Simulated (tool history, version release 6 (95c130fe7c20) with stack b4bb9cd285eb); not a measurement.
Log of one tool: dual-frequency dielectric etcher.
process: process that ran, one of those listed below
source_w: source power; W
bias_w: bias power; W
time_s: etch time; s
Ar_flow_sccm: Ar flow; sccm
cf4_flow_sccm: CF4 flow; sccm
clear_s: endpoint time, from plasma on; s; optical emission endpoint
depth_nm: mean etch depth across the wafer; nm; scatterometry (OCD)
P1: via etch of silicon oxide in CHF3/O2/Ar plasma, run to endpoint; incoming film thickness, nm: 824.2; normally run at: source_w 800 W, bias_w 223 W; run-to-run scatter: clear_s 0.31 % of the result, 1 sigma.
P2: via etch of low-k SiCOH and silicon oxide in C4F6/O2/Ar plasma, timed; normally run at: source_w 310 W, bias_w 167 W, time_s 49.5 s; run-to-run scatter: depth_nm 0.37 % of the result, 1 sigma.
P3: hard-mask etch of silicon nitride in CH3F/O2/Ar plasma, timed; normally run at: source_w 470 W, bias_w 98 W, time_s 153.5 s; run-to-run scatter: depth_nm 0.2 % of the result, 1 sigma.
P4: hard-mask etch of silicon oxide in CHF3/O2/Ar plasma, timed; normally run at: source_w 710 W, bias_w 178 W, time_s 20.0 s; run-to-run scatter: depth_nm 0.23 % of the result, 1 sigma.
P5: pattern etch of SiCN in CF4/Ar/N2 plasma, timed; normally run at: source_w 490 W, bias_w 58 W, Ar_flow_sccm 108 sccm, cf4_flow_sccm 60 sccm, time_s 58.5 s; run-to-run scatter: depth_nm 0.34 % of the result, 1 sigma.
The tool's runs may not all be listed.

run   hour  process  source_w  bias_w  time_s  Ar_flow_sccm  cf4_flow_sccm  clear_s  depth_nm
  1   12.9       P1       800     223                                        354.17
  2   26.4       P1       990     283                                        301.07
  3   43.4       P1       800     223                                        355.62
  4   57.9       P2       310     167    33.5                                          67.959
  5   67.4       P3       470      98    84.5                                          70.048
      69.8  -- bias power generator calibrated
  6   84.1       P5       650      58    58.5           108             60             59.795
  7   92.0       P5       490      58    58.5           108             48             44.582
  8  104.9       P5       490      58    58.5           108             60             46.645
  9  114.0       P3       470     130   153.5                                         141.560
 10  124.3       P1       800     223                                        355.54
 11  141.4       P1       800     223                                        353.80
 12  152.6       P2       310     167    49.5                                         101.750
 13  160.8       P5       490      58    58.5           138             60             44.439
 14  169.3       P1       950     223                                        333.24
 15  181.0       P2       210     167    49.5                                          87.152
 16  188.5       P2       310      99    49.5                                          86.249
 17  204.8       P4       890     178    20.0                                          45.344
 18  218.5       P1       800     223                                        356.47
 19  226.8       P1       670     134                                        447.61
 20  235.5       P4       710     178    11.0                                          22.988
 21  247.8       P1       800     282                                        327.39
 22  261.6       P3       470      98   153.5                                         127.130
 23  276.9       P3       470      98   153.5                                         127.330
 24  284.3       P1       800     223                                        353.69
 25  299.7       P4       710     178    20.0                                          41.718
 26  309.4       P1       800     158                                        399.85

The next listed run, before its measurement:
 27  320.9       P1       570     223                                             ?

{"run 27": {"clear_s": 404.05}}
